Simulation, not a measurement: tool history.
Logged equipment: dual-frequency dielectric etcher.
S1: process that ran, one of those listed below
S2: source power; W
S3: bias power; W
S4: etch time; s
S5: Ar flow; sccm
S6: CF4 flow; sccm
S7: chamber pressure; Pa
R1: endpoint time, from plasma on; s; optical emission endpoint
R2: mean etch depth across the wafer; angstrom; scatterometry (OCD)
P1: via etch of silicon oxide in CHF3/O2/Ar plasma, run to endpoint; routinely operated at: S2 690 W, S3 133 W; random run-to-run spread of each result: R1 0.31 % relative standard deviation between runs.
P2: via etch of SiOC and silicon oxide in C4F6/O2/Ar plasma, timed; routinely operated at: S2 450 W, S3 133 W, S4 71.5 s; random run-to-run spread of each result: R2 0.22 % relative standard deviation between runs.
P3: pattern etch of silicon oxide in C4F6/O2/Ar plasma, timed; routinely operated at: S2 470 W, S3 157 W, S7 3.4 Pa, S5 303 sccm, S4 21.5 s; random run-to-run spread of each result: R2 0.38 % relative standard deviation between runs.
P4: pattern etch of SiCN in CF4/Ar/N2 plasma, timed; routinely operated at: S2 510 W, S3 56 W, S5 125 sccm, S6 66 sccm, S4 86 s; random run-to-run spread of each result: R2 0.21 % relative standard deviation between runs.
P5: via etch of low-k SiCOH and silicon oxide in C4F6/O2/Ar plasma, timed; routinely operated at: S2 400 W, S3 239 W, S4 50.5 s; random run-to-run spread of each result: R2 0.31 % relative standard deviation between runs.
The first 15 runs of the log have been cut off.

Run 16, day 1.938: S1 P1, S2 690 W, S3 92 W. Result: R1 419.81 s.
Run 17, day 2.088: S1 P5, S2 400 W, S3 239 W, S4 64.5 s. Result: R2 1892 angstrom.
Run 18, day 2.233: S1 P1, S2 690 W, S3 133 W. Result: R1 376.18 s.
Run 19, day 2.325: S1 P3, S2 670 W, S3 157 W, S4 21.5 s, S5 303 sccm, S7 3.4 Pa. Result: R2 816.21 angstrom.
Run 20, day 2.471: S1 P3, S2 470 W, S3 157 W, S4 21.5 s, S5 303 sccm, S7 3.4 Pa. Result: R2 706.82 angstrom.
Run 21, day 2.596: S1 P4, S2 510 W, S3 56 W, S4 86 s, S5 125 sccm, S6 66 sccm. Result: R2 743.12 angstrom.
Run 22, day 2.692: S1 P5, S2 400 W, S3 150 W, S4 50.5 s. Result: R2 1270.2 angstrom.
Run 23, day 2.85: S1 P4, S2 510 W, S3 56 W, S4 86 s, S5 125 sccm, S6 48 sccm. Result: R2 703.71 angstrom.
Run 24, day 2.975: S1 P3, S2 470 W, S3 157 W, S4 21.5 s, S5 303 sccm, S7 4.27 Pa. Result: R2 687.44 angstrom.
Run 25, day 3.133: S1 P4, S2 510 W, S3 56 W, S4 86 s, S5 162 sccm, S6 66 sccm. Result: R2 710.93 angstrom.
Run 26, day 3.233: S1 P2, S2 450 W, S3 185 W, S4 71.5 s. Result: R2 858.35 angstrom.
Run 27, day 3.317: S1 P4, S2 360 W, S3 56 W, S4 86 s, S5 125 sccm, S6 66 sccm. Result: R2 547.32 angstrom.
Run 28, day 3.462: S1 P1, S2 520 W, S3 100 W. Result: R1 459.16 s.
Run 29, day 3.6: S1 P2, S2 450 W, S3 133 W, S4 94 s. Result: R2 1019.2 angstrom.

The next listed run, before its measurement:
Run 30, day 3.717: S1 P3, S2 470 W, S3 202 W, S4 21.5 s, S5 303 sccm, S7 3.4 Pa. Result: R2 ?.

{"run 30": {"R2": 762.19}}
